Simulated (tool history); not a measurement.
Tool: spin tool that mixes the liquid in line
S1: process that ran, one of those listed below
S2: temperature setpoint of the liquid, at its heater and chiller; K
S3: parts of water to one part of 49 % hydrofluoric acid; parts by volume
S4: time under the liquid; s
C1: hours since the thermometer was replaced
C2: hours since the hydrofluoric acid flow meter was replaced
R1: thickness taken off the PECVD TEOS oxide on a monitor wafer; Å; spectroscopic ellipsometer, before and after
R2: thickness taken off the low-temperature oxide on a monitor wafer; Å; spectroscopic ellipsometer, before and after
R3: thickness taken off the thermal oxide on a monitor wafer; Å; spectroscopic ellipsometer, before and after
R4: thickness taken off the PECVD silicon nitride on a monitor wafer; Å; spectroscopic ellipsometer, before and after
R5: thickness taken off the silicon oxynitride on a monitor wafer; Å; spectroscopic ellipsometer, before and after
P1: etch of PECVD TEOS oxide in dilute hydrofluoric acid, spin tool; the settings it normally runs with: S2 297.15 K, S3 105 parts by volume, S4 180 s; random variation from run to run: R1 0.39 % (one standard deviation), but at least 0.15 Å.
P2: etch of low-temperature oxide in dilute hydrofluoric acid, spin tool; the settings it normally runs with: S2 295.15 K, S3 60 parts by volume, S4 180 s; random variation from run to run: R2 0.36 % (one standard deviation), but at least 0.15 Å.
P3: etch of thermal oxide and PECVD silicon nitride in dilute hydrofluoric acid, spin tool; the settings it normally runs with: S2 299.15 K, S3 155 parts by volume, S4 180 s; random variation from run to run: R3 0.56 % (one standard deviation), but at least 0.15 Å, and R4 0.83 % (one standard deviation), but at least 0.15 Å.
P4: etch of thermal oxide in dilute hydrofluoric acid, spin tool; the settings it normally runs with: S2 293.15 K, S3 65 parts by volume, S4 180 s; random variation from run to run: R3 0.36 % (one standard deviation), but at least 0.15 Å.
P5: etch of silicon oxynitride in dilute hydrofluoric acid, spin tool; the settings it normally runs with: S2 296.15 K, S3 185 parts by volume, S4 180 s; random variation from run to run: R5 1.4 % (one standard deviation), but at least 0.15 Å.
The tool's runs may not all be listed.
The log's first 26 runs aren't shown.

Run 27, hour 367.4: S1 P1, S2 297.15 K, S3 60 parts by volume, S4 180 s; C1 160.8; C2 585.2. Result: R1 274.09 Å.
Run 28, hour 377.3: S1 P1, S2 292.15 K, S3 105 parts by volume, S4 285 s; C1 170.7; C2 595.1. Result: R1 190.59 Å.
Run 29, hour 390.2: S1 P3, S2 299.15 K, S3 155 parts by volume, S4 360 s; C1 183.6; C2 608. Result: R3 117.29 Å, R4 50.553 Å.
Run 30, hour 408.4: S1 P1, S2 297.15 K, S3 105 parts by volume, S4 180 s; C1 201.8; C2 626.2. Result: R1 147.34 Å.
Run 31, hour 426.4: S1 P4, S2 293.15 K, S3 65 parts by volume, S4 325 s; C1 219.8; C2 644.2. Result: R3 216.85 Å.
Run 32, hour 440.1: S1 P3, S2 299.15 K, S3 155 parts by volume, S4 180 s; C1 233.5; C2 657.9. Result: R3 57.998 Å, R4 25.931 Å.
Run 33, hour 453.7: S1 P1, S2 297.15 K, S3 150 parts by volume, S4 180 s; C1 247.1; C2 671.5. Result: R1 97.202 Å.
Run 34, hour 471.3: S1 P1, S2 297.15 K, S3 105 parts by volume, S4 180 s; C1 264.7; C2 689.1. Result: R1 146.8 Å.
Run 35, hour 486.8: S1 P1, S2 297.15 K, S3 105 parts by volume, S4 180 s; C1 280.2; C2 704.6. Result: R1 144.22 Å.
Run 36, hour 502.5: S1 P1, S2 297.15 K, S3 105 parts by volume, S4 180 s; C1 295.9; C2 720.3. Result: R1 139.12 Å.
Run 37, hour 514.9: S1 P1, S2 297.15 K, S3 105 parts by volume, S4 180 s; C1 308.3; C2 732.7. Result: R1 139.43 Å.
Run 38, hour 530.7: S1 P1, S2 297.15 K, S3 105 parts by volume, S4 180 s; C1 324.1; C2 748.5. Result: R1 138.28 Å.

Run 39 comes next. What will it give?
Run 39, hour 544.9: S1 P1, S2 297.15 K, S3 105 parts by volume, S4 180 s; C1 338.3; C2 762.7. Result: R1 ?.

R1: 136.86 Å
